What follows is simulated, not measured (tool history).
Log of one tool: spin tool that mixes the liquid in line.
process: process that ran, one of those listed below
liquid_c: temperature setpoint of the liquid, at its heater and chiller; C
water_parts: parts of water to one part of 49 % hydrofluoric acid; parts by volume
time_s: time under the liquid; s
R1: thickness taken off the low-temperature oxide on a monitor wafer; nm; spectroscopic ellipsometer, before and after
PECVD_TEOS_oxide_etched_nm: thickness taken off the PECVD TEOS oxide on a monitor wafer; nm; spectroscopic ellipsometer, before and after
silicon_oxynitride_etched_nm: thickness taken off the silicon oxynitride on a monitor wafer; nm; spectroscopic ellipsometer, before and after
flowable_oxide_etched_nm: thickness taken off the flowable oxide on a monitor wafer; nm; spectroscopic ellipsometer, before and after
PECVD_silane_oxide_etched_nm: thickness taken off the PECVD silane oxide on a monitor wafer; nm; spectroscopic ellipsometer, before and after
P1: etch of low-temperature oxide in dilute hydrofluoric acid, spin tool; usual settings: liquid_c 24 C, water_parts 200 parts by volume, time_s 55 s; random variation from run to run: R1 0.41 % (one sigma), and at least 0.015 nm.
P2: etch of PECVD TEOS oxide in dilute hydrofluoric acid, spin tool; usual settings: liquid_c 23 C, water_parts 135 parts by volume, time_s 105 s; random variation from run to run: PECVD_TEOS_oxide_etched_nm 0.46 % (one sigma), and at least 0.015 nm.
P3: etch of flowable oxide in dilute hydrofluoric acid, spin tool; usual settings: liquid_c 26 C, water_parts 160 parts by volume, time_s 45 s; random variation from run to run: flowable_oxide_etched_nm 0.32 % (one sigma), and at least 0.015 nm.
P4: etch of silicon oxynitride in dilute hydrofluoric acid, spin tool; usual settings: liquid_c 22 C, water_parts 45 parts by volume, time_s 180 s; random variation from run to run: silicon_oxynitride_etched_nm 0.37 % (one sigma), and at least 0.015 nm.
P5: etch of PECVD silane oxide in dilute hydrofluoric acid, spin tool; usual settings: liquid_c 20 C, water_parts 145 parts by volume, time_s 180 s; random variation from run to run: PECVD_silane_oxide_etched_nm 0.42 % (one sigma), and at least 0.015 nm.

Run 1, hour 5.2: process P1, liquid_c 24 C, water_parts 200 parts by volume, time_s 55 s. Result: R1 8.8592 nm.
Run 2, hour 9.2: process P1, liquid_c 30.5 C, water_parts 200 parts by volume, time_s 55 s. Result: R1 11.128 nm.
Run 3, hour 15: process P1, liquid_c 24 C, water_parts 200 parts by volume, time_s 55 s. Result: R1 8.7937 nm.
Run 4, hour 19.3: process P2, liquid_c 23 C, water_parts 135 parts by volume, time_s 105 s. Result: PECVD_TEOS_oxide_etched_nm 17.732 nm.
Run 5, hour 21.9: process P1, liquid_c 17.5 C, water_parts 200 parts by volume, time_s 55 s. Result: R1 6.9082 nm.
Run 6, hour 27.6: process P4, liquid_c 27 C, water_parts 45 parts by volume, time_s 180 s. Result: silicon_oxynitride_etched_nm 18.845 nm.
Run 7, hour 30.5: process P3, liquid_c 26 C, water_parts 160 parts by volume, time_s 45 s. Result: flowable_oxide_etched_nm 15.264 nm.
Run 8, hour 34: process P3, liquid_c 26 C, water_parts 160 parts by volume, time_s 80 s. Result: flowable_oxide_etched_nm 27.289 nm.
Run 9, hour 39.4: process P1, liquid_c 24 C, water_parts 200 parts by volume, time_s 55 s. Result: R1 8.7632 nm.
Run 10, hour 44.8: process P4, liquid_c 22 C, water_parts 45 parts by volume, time_s 180 s. Result: silicon_oxynitride_etched_nm 14.731 nm.
Run 11, hour 50.3: process P5, liquid_c 17 C, water_parts 145 parts by volume, time_s 180 s. Result: PECVD_silane_oxide_etched_nm 27.396 nm.
Run 12, hour 55.1: process P1, liquid_c 24 C, water_parts 200 parts by volume, time_s 55 s. Result: R1 8.77 nm.
Run 13, hour 59.9: process P2, liquid_c 30.5 C, water_parts 135 parts by volume, time_s 105 s. Result: PECVD_TEOS_oxide_etched_nm 23.365 nm.
Run 14, hour 63: process P2, liquid_c 23 C, water_parts 225 parts by volume, time_s 105 s. Result: PECVD_TEOS_oxide_etched_nm 9.5816 nm.
Run 15, hour 66.1: process P4, liquid_c 22 C, water_parts 45 parts by volume, time_s 20 s. Result: silicon_oxynitride_etched_nm 1.6413 nm.
Run 16, hour 70.1: process P1, liquid_c 31 C, water_parts 200 parts by volume, time_s 85 s. Result: R1 17.369 nm.
Run 17, hour 73.1: process P5, liquid_c 20 C, water_parts 145 parts by volume, time_s 180 s. Result: PECVD_silane_oxide_etched_nm 31.034 nm.
At hour 75.7: hydrofluoric acid flow meter replaced.
Run 18, hour 78.4: process P4, liquid_c 22 C, water_parts 45 parts by volume, time_s 180 s. Result: silicon_oxynitride_etched_nm 14.804 nm.
Run 19, hour 83.8: process P1, liquid_c 24 C, water_parts 200 parts by volume, time_s 55 s. Result: R1 8.8378 nm.
Run 20, hour 89.4: process P1, liquid_c 31.5 C, water_parts 200 parts by volume, time_s 95 s. Result: R1 19.829 nm.
Run 21, hour 92.1: process P1, liquid_c 24 C, water_parts 360 parts by volume, time_s 55 s. Result: R1 4.1493 nm.
Run 22, hour 97.2: process P2, liquid_c 23 C, water_parts 135 parts by volume, time_s 25 s. Result: PECVD_TEOS_oxide_etched_nm 4.2153 nm.
Run 23, hour 99.9: process P1, liquid_c 24 C, water_parts 330 parts by volume, time_s 15 s. Result: R1 1.2743 nm.
Run 24, hour 104.1: process P1, liquid_c 24 C, water_parts 200 parts by volume, time_s 85 s. Result: R1 13.615 nm.
Run 25, hour 108.9: process P1, liquid_c 24 C, water_parts 60 parts by volume, time_s 55 s. Result: R1 34.66 nm.
Run 26, hour 113.9: process P5, liquid_c 20 C, water_parts 95 parts by volume, time_s 180 s. Result: PECVD_silane_oxide_etched_nm 50.053 nm.
Run 27, hour 118: process P4, liquid_c 22 C, water_parts 20 parts by volume, time_s 180 s. Result: silicon_oxynitride_etched_nm 33.569 nm.
Run 28, hour 120.8: process P3, liquid_c 26 C, water_parts 70 parts by volume, time_s 45 s. Result: flowable_oxide_etched_nm 39.334 nm.
Run 29, hour 125.5: process P1, liquid_c 24 C, water_parts 200 parts by volume, time_s 20 s. Result: R1 3.1782 nm.
Run 30, hour 129.2: process P5, liquid_c 20 C, water_parts 145 parts by volume, time_s 95 s. Result: PECVD_silane_oxide_etched_nm 16.29 nm.
Run 31, hour 134.7: process P3, liquid_c 22 C, water_parts 160 parts by volume, time_s 45 s. Result: flowable_oxide_etched_nm 13.196 nm.
Run 32, hour 137.6: process P2, liquid_c 23 C, water_parts 135 parts by volume, time_s 105 s. Result: PECVD_TEOS_oxide_etched_nm 17.485 nm.
Run 33, hour 140.7: process P1, liquid_c 24 C, water_parts 200 parts by volume, time_s 55 s. Result: R1 8.8528 nm.
Run 34, hour 143.3: process P1, liquid_c 24 C, water_parts 200 parts by volume, time_s 55 s. Result: R1 8.988 nm.
Run 35, hour 147.3: process P1, liquid_c 24 C, water_parts 200 parts by volume, time_s 55 s. Result: R1 9.0365 nm.
Run 36, hour 152.8: process P1, liquid_c 24 C, water_parts 200 parts by volume, time_s 55 s. Result: R1 9.1852 nm.
Run 37, hour 158.3: process P1, liquid_c 24 C, water_parts 200 parts by volume, time_s 55 s. Result: R1 9.2577 nm.
Run 38, hour 162.6: process P1, liquid_c 24 C, water_parts 200 parts by volume, time_s 55 s. Result: R1 9.2081 nm.
Run 39, hour 167.9: process P1, liquid_c 24 C, water_parts 200 parts by volume, time_s 55 s. Result: R1 9.2282 nm.
Run 40, hour 170.4: process P1, liquid_c 24 C, water_parts 200 parts by volume, time_s 55 s. Result: R1 9.3639 nm.
Run 41, hour 173.6: process P1, liquid_c 24 C, water_parts 200 parts by volume, time_s 55 s. Result: R1 9.3927 nm.
Run 42, hour 179.3: process P1, liquid_c 24 C, water_parts 200 parts by volume, time_s 55 s. Result: R1 9.3083 nm.
Run 43, hour 183.8: process P1, liquid_c 24 C, water_parts 200 parts by volume, time_s 55 s. Result: R1 9.3717 nm.

What P1 gives has crept away from where it was. These 2 causes fit the log equally well, each at the size given:
A: hydrofluoric acid flow above the setpoint (%) = 4.73
B: liquid hotter than its thermometer reads (K) = 1.53
The creep began at about hour 140.7.

4 check runs are offered, one wafer each, their results left as question marks. Which one tells the causes apart?
Run check 1, hour 188.3: process P5, liquid_c 20 C, water_parts 145 parts by volume, time_s 105 s. Result: PECVD_silane_oxide_etched_nm ?.
Run check 2, hour 188.3: process P3, liquid_c 26 C, water_parts 110 parts by volume, time_s 45 s. Result: flowable_oxide_etched_nm ?.
Run check 3, hour 188.3: process P4, liquid_c 22 C, water_parts 20 parts by volume, time_s 180 s. Result: silicon_oxynitride_etched_nm ?.
Run check 4, hour 188.3: process P2, liquid_c 28.5 C, water_parts 185 parts by volume, time_s 105 s. Result: PECVD_TEOS_oxide_etched_nm ?.

What each check would give under each cause:
  check                        result    if A    if B
check 1  PECVD_silane_oxide_etched_nm  19.061  19.204
check 2      flowable_oxide_etched_nm  24.972  25.124
check 3  silicon_oxynitride_etched_nm    35.2  36.301
check 4    PECVD_TEOS_oxide_etched_nm  15.734  15.695
How far apart the two closest causes lie, in the result that separates them most: check 1 0.75 %; check 2 0.61 %; check 3 3.08 %; check 4 0.25 %
Check 3 tells the causes apart: in the others they would give nearly the same result.

Check 3 was then run and gave: silicon_oxynitride_etched_nm 34.989 nm. Which cause is it?

It is A: hydrofluoric acid flow above the setpoint (%).
